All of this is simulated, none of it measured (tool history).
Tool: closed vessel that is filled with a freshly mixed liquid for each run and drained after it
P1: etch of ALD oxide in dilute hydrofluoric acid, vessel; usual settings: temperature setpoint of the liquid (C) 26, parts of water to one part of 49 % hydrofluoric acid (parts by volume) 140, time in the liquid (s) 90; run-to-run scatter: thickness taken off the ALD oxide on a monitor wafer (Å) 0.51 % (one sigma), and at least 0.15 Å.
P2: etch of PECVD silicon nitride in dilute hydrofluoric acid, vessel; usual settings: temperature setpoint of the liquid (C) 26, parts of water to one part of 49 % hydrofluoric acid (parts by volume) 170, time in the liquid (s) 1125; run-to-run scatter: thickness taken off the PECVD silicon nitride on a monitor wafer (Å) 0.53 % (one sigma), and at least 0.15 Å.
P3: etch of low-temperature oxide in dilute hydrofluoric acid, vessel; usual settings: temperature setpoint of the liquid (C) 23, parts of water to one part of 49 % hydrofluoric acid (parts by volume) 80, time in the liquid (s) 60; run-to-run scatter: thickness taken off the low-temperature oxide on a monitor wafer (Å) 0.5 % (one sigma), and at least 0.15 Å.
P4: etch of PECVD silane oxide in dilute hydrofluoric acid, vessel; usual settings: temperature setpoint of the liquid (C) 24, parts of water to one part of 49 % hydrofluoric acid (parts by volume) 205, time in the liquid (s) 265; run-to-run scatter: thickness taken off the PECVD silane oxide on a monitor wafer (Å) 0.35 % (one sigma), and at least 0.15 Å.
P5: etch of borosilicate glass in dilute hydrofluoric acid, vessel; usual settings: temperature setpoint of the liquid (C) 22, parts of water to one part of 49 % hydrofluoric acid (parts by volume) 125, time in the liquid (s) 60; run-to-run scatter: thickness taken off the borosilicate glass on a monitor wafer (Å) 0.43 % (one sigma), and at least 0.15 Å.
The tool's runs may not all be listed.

run,hour,process that ran,temperature setpoint of the liquid (C),parts of water to one part of 49 % hydrofluoric acid (parts by volume),time in the liquid (s),hours since the thermometer was replaced,hours since the hydrofluoric acid flow meter was replaced,thickness taken off the ALD oxide on a monitor wafer (Å),thickness taken off the PECVD silane oxide on a monitor wafer (Å),thickness taken off the PECVD silicon nitride on a monitor wafer (Å),thickness taken off the low-temperature oxide on a monitor wafer (Å),thickness taken off the borosilicate glass on a monitor wafer (Å)
1,15.8,P1,26,140,90,1801.2,1152.2,115.410,,,,
2,28.5,P4,24,95,265,1813.9,1164.9,,1011.100,,,
3,43.0,P2,26,85,1125,1828.4,1179.4,,,841.81,,
4,58.1,P3,23,80,30,1843.5,1194.5,,,,83.130,
5,75.9,P1,32,140,90,1861.3,1212.3,144.860,,,,
6,88.7,P1,26,210,155,1874.1,1225.1,124.040,,,,
7,99.3,P1,26,35,90,1884.7,1235.7,533.210,,,,
8,110.2,P5,22,70,60,1895.6,1246.6,,,,,265.530
9,119.6,P1,26,140,90,1905.0,1256.0,116.670,,,,
10,136.7,P3,23,80,60,1922.1,1273.1,,,,164.160,
11,150.2,P1,18,140,90,1935.6,1286.6,84.032,,,,
12,168.3,P5,22,125,60,1953.7,1304.7,,,,,138.070
13,184.5,P3,23,130,60,1969.9,1320.9,,,,96.211,
14,202.0,P2,26,170,640,1987.4,1338.4,,,240.31,,
15,212.4,P5,17,125,60,1997.8,1348.8,,,,,111.550
16,223.2,P5,22,125,60,2008.6,1359.6,,,,,138.070
17,235.0,P2,33,170,1125,2020.4,1371.4,,,654.11,,
18,250.9,P2,26,170,1125,2036.3,1387.3,,,422.93,,
19,270.4,P3,17,80,60,2055.8,1406.8,,,,129.490,
20,286.5,P1,33,140,30,2071.9,1422.9,50.413,,,,
21,296.5,P1,26,140,90,2081.9,1432.9,116.560,,,,
22,312.3,P4,24,205,265,2097.7,1448.7,,414.830,,,
23,330.7,P5,22,125,35,2116.1,1467.1,,,,,80.887
24,346.7,P1,26,220,90,2132.1,1483.1,67.843,,,,
25,358.2,P1,26,140,90,2143.6,1494.6,117.540,,,,
26,374.7,P1,26,140,50,2160.1,1511.1,64.613,,,,
27,388.9,P4,24,205,40,2174.3,1525.3,,62.338,,,
28,397.3,P1,26,140,90,2182.7,1533.7,116.700,,,,
29,406.9,P1,26,140,135,2192.3,1543.3,173.140,,,,
30,416.5,P4,24,205,265,2201.9,1552.9,,413.230,,,
31,433.0,P4,17,205,265,2218.4,1569.4,,314.820,,,
32,449.6,P1,26,140,90,2235.0,1586.0,116.760,,,,
33,459.3,P1,26,140,90,2244.7,1595.7,119.230,,,,
34,474.9,P1,26,140,90,2260.3,1611.3,123.020,,,,
35,492.1,P1,26,140,90,2277.5,1628.5,123.020,,,,
36,506.9,P1,26,140,90,2292.3,1643.3,124.010,,,,
37,520.4,P1,26,140,90,2305.8,1656.8,124.980,,,,
38,537.9,P1,26,140,90,2323.3,1674.3,125.260,,,,

What P1 gives has crept away from where it was. These 2 causes fit the log equally well, each at the size given:
A: liquid hotter than its thermometer reads (K) = 1.86
B: hydrofluoric acid flow above the setpoint (%) = 6.12
The creep began at about hour 449.6.

4 check runs are offered, one wafer each, their results left as question marks. Which one tells the causes apart?
check 1,555.4,P5,22,125,60,,,,,,,?
check 2,555.4,P4,24,205,265,,,,?,,,
check 3,555.4,P3,23,80,60,,,,,,?,
check 4,555.4,P2,26,170,1125,,,,,?,,

What each check would give under each cause:
check,result,if A,if B
check 1,thickness taken off the borosilicate glass on a monitor wafer (Å),148.410,147.600
check 2,thickness taken off the PECVD silane oxide on a monitor wafer (Å),442.080,443.980
check 3,thickness taken off the low-temperature oxide on a monitor wafer (Å),178.560,176.820
check 4,thickness taken off the PECVD silicon nitride on a monitor wafer (Å),475.27,449.09
How far apart the two closest causes lie, in the result that separates them most: check 1 0.55 %; check 2 0.43 %; check 3 0.98 %; check 4 5.67 %
Only check 4 tells the causes apart: in the others they would give nearly the same result.

Check 4 was then run and gave: thickness taken off the PECVD silicon nitride on a monitor wafer (Å) 474.15. Which cause is it?

It is A: liquid hotter than its thermometer reads (K).
